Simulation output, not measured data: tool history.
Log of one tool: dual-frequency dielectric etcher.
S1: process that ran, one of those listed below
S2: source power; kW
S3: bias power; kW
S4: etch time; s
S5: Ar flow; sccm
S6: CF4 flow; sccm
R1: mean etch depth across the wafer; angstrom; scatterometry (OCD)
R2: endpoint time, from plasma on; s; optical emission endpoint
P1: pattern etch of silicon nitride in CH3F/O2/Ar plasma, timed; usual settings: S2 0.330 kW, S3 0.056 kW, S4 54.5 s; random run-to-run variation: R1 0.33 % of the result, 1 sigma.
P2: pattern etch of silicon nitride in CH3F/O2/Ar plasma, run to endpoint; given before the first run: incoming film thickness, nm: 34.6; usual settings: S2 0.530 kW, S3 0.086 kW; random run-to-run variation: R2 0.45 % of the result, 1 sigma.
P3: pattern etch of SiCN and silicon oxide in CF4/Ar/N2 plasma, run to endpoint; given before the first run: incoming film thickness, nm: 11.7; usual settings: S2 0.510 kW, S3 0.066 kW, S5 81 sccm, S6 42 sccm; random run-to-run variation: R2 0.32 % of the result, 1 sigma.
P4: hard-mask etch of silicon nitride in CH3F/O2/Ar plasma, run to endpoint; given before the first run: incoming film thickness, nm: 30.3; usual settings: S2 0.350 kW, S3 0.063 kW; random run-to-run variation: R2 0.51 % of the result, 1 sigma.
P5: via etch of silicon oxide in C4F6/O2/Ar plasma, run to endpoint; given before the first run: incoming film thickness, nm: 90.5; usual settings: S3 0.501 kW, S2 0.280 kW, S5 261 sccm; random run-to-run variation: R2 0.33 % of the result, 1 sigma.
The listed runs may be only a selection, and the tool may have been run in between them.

run	day	S1	S2	S3	S4	S5	S6	R1	R2
1	0.238	P1	0.330	0.056	54.5			325.02	
2	0.417	P3	0.510	0.066		108	42		13.8440
3	0.617	P1	0.440	0.056	54.5			363.33	
4	0.812	P4	0.350	0.087					44.5130
5	0.967	P3	0.510	0.052		81	42		14.2400
6	1.188	P4	0.210	0.063					59.2460
7	1.354	P1	0.330	0.056	32.5			192.97	
8	1.550	P3	0.510	0.066		81	56		12.5960
9	1.675	P5	0.360	0.501		261			19.9210
10	1.938	P1	0.250	0.065	54.5			308.80	
11	2.079	P2	0.530	0.111					38.2690
12	2.292	P1	0.260	0.076	54.5			326.80	
13	2.529	P1	0.330	0.036	54.5			282.95	
14	2.662	P1	0.330	0.070	54.5			350.43	
15	2.888	P1	0.330	0.056	54.5			324.91	
16	3.033	P4	0.350	0.063					49.4390
17	3.283	P1	0.330	0.056	54.5			324.94	
18	3.488	P2	0.530	0.086					41.4420
19	3.662	P1	0.330	0.056	54.5			323.68	
20	3.879	P1	0.430	0.043	54.5			331.90	
21	4.117	P2	0.740	0.086					36.9250
22	4.338	P1	0.330	0.056	80.0			475.25	
23	4.538	P4	0.350	0.063					48.9270
24	4.700	P5	0.280	0.605		261			20.3060
25	4.829	P5	0.280	0.501		350			22.4930
26	5.038	P1	0.330	0.056	54.5			324.15	
27	5.238	P3	0.510	0.066		81	42		13.2240
28	5.483	P1	0.240	0.056	54.5			287.53	
# day 5.550: wet clean of the chamber
29	5.708	P1	0.330	0.056	54.5			323.60	
30	5.900	P5	0.280	0.501		261			21.7670
31	6.171	P2	0.530	0.086					41.5830
32	6.408	P3	0.700	0.066		81	42		9.9826
33	6.546	P1	0.330	0.056	54.5			324.59	
34	6.708	P1	0.330	0.056	54.5			321.48	
35	6.850	P1	0.330	0.056	54.5			321.70	
36	7.021	P1	0.330	0.056	54.5			321.08	
# day 7.067: wet clean of the chamber
37	7.154	P1	0.330	0.056	54.5			320.42	
38	7.283	P1	0.330	0.056	54.5			320.16	
39	7.442	P1	0.330	0.056	54.5			320.36	
40	7.692	P1	0.330	0.056	54.5			319.14	

P1 has crept away from where it was. The log is fitted equally well by each of these 2 causes, at the sizes shown:
A: bias power that arrives under what is set, % = 4.99
B: source power that arrives under what is set, % = 4.25
The gradual shift began around day 6.546.
Excluded causes, each with its reason:
chamber walls in a state that lowers the etch rate, %: serviced at day 7.067, after the drift had started, without restoring the earlier output

Consider the 4 check runs below, whose results appear as question marks and each of which averages 2 wafers. Which one distinguishes the causes, in that each cause would give it a clearly different result?
check 1	7.942	P2	0.700	0.105					?
check 2	7.942	P5	0.280	0.603		349			?
check 3	7.942	P4	0.350	0.082					?
check 4	7.942	P3	0.510	0.066		101	55		?

Check results expected under each cause:
check	result	if A	if B
check 1	R2	35.7090	35.6430
check 2	R2	21.4500	21.3630
check 3	R2	45.6300	45.5460
check 4	R2	13.3390	13.6210
Minimum pairwise separation of causes per check, each pair taken at its best-separating result: check 1 0.19 %; check 2 0.41 %; check 3 0.18 %; check 4 2.09 %
Only check 4 tells the causes apart: in the others they would give nearly the same result.

Check 4 has now been run. It gave: R2 13.5680 s. Which of the candidate causes is it?

It is B: source power that arrives under what is set, %.
